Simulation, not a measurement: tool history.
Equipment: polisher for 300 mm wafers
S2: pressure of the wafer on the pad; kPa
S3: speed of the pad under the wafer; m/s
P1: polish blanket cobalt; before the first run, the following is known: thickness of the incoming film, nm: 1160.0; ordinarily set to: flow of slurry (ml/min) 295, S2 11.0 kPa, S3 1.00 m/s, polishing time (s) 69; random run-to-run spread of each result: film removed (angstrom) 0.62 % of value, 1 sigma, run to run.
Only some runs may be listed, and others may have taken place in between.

{"run": 1, "day": 0.367, "flow of slurry (ml/min)": 295, "S2": 11.0, "S3": 1.0, "polishing time (s)": 69, "film removed (angstrom)": 2951.6}
{"run": 2, "day": 0.967, "flow of slurry (ml/min)": 295, "S2": 11.0, "S3": 1.0, "polishing time (s)": 103, "film removed (angstrom)": 4414.2}
{"run": 3, "day": 1.567, "flow of slurry (ml/min)": 295, "S2": 11.0, "S3": 1.0, "polishing time (s)": 69, "film removed (angstrom)": 2929.1}
{"run": 4, "day": 2.175, "flow of slurry (ml/min)": 295, "S2": 11.0, "S3": 1.26, "polishing time (s)": 69, "film removed (angstrom)": 3746.3}
{"run": 5, "day": 2.538, "flow of slurry (ml/min)": 295, "S2": 11.0, "S3": 0.46, "polishing time (s)": 69, "film removed (angstrom)": 1368.2}
{"run": 6, "day": 3.083, "flow of slurry (ml/min)": 295, "S2": 11.0, "S3": 1.0, "polishing time (s)": 31, "film removed (angstrom)": 1327.9}
{"run": 7, "day": 3.796, "flow of slurry (ml/min)": 295, "S2": 11.0, "S3": 1.0, "polishing time (s)": 69, "film removed (angstrom)": 2958.3}
{"run": 8, "day": 4.212, "flow of slurry (ml/min)": 210, "S2": 11.0, "S3": 0.5, "polishing time (s)": 69, "film removed (angstrom)": 1418.1}
{"run": 9, "day": 4.696, "flow of slurry (ml/min)": 295, "S2": 11.0, "S3": 1.0, "polishing time (s)": 69, "film removed (angstrom)": 2961.7}
{"run": 10, "day": 5.312, "flow of slurry (ml/min)": 295, "S2": 11.0, "S3": 1.0, "polishing time (s)": 69, "film removed (angstrom)": 2938.6}
{"run": 11, "day": 5.75, "flow of slurry (ml/min)": 295, "S2": 11.0, "S3": 1.0, "polishing time (s)": 69, "film removed (angstrom)": 2928.1}
{"run": 12, "day": 6.183, "flow of slurry (ml/min)": 295, "S2": 17.2, "S3": 1.0, "polishing time (s)": 69, "film removed (angstrom)": 4592.7}
{"run": 13, "day": 6.75, "flow of slurry (ml/min)": 385, "S2": 11.0, "S3": 1.0, "polishing time (s)": 69, "film removed (angstrom)": 3006.4}
{"run": 14, "day": 7.462, "flow of slurry (ml/min)": 175, "S2": 11.0, "S3": 1.0, "polishing time (s)": 69, "film removed (angstrom)": 2745.0}
{"run": 15, "day": 7.812, "flow of slurry (ml/min)": 295, "S2": 11.0, "S3": 0.66, "polishing time (s)": 43, "film removed (angstrom)": 1197.2}
{"run": 16, "day": 8.554, "flow of slurry (ml/min)": 295, "S2": 11.0, "S3": 1.0, "polishing time (s)": 69, "film removed (angstrom)": 2911.7}
{"run": 17, "day": 9.312, "flow of slurry (ml/min)": 295, "S2": 7.6, "S3": 1.0, "polishing time (s)": 69, "film removed (angstrom)": 2023.6}
{"run": 18, "day": 9.758, "flow of slurry (ml/min)": 295, "S2": 11.0, "S3": 1.0, "polishing time (s)": 69, "film removed (angstrom)": 2946.2}
{"run": 19, "day": 10.296, "flow of slurry (ml/min)": 295, "S2": 11.0, "S3": 1.0, "polishing time (s)": 69, "film removed (angstrom)": 2907.2}
{"run": 20, "day": 11.0, "flow of slurry (ml/min)": 295, "S2": 11.0, "S3": 1.0, "polishing time (s)": 69, "film removed (angstrom)": 2895.0}
{"run": 21, "day": 11.442, "flow of slurry (ml/min)": 295, "S2": 11.0, "S3": 1.0, "polishing time (s)": 69, "film removed (angstrom)": 2853.8}
{"run": 22, "day": 11.842, "flow of slurry (ml/min)": 295, "S2": 11.0, "S3": 1.0, "polishing time (s)": 69, "film removed (angstrom)": 2855.6}
{"run": 23, "day": 12.233, "flow of slurry (ml/min)": 295, "S2": 11.0, "S3": 1.0, "polishing time (s)": 69, "film removed (angstrom)": 2844.7}
{"run": 24, "day": 12.817, "flow of slurry (ml/min)": 295, "S2": 11.0, "S3": 1.0, "polishing time (s)": 69, "film removed (angstrom)": 2840.0}
{"run": 25, "day": 13.45, "flow of slurry (ml/min)": 295, "S2": 11.0, "S3": 1.0, "polishing time (s)": 69, "film removed (angstrom)": 2836.7}
{"day": 13.9, "done": "worn pad replaced by a new one"}
{"run": 26, "day": 14.117, "flow of slurry (ml/min)": 295, "S2": 11.0, "S3": 1.0, "polishing time (s)": 69, "film removed (angstrom)": 2813.9}
{"run": 27, "day": 14.479, "flow of slurry (ml/min)": 295, "S2": 11.0, "S3": 1.0, "polishing time (s)": 69, "film removed (angstrom)": 2825.7}
{"run": 28, "day": 15.196, "flow of slurry (ml/min)": 295, "S2": 11.0, "S3": 1.0, "polishing time (s)": 69, "film removed (angstrom)": 2854.1}
{"run": 29, "day": 15.588, "flow of slurry (ml/min)": 295, "S2": 11.0, "S3": 1.0, "polishing time (s)": 69, "film removed (angstrom)": 2820.2}

P1 no longer gives what it gave before; its output has crept away from where it was. The following 2 causes, each at its listed size, fit the log equally well:
A: head's pressure below its setpoint, % = 4.62
B: slurry flow missing at the pad, % = 34.3
The creep began at about day 9.758.
Why every other cause is out:
removal rate lost through wear of the pad, %: work on it at day 13.900, done after the drift set in, did not restore what the process gave before

Of the 4 check runs below, each run on 3 wafers with the results averaged and each result still a question mark, which one would tell the listed causes apart?
{"run": "check 1", "day": 15.979, "flow of slurry (ml/min)": 295, "S2": 11.0, "S3": 0.46, "polishing time (s)": 36, "film removed (angstrom)": "?"}
{"run": "check 2", "day": 15.979, "flow of slurry (ml/min)": 295, "S2": 11.0, "S3": 0.46, "polishing time (s)": 42, "film removed (angstrom)": "?"}
{"run": "check 3", "day": 15.979, "flow of slurry (ml/min)": 295, "S2": 11.0, "S3": 0.58, "polishing time (s)": 100, "film removed (angstrom)": "?"}
{"run": "check 4", "day": 15.979, "flow of slurry (ml/min)": 175, "S2": 11.0, "S3": 1.0, "polishing time (s)": 40, "film removed (angstrom)": "?"}

Check results expected under each cause:
check=check_1 result=film_removed_(angstrom) if_A=676.50 if_B=676.59
check=check_2 result=film_removed_(angstrom) if_A=789.25 if_B=789.35
check=check_3 result=film_removed_(angstrom) if_A=2369.40 if_B=2369.70
check=check_4 result=film_removed_(angstrom) if_A=1536.20 if_B=1491.50
Minimum pairwise separation of causes per check, each pair taken at its best-separating result: check 1 0.01 %; check 2 0.01 %; check 3 0.01 %; check 4 2.96 %
The other checks would show nearly matching results whichever cause is true, so check 4 is the only one that separates the causes.

With check 4 done, the readings were: film removed (angstrom) 1532.00. Identify which of the listed causes applies.

It is A: head's pressure below its setpoint, %.

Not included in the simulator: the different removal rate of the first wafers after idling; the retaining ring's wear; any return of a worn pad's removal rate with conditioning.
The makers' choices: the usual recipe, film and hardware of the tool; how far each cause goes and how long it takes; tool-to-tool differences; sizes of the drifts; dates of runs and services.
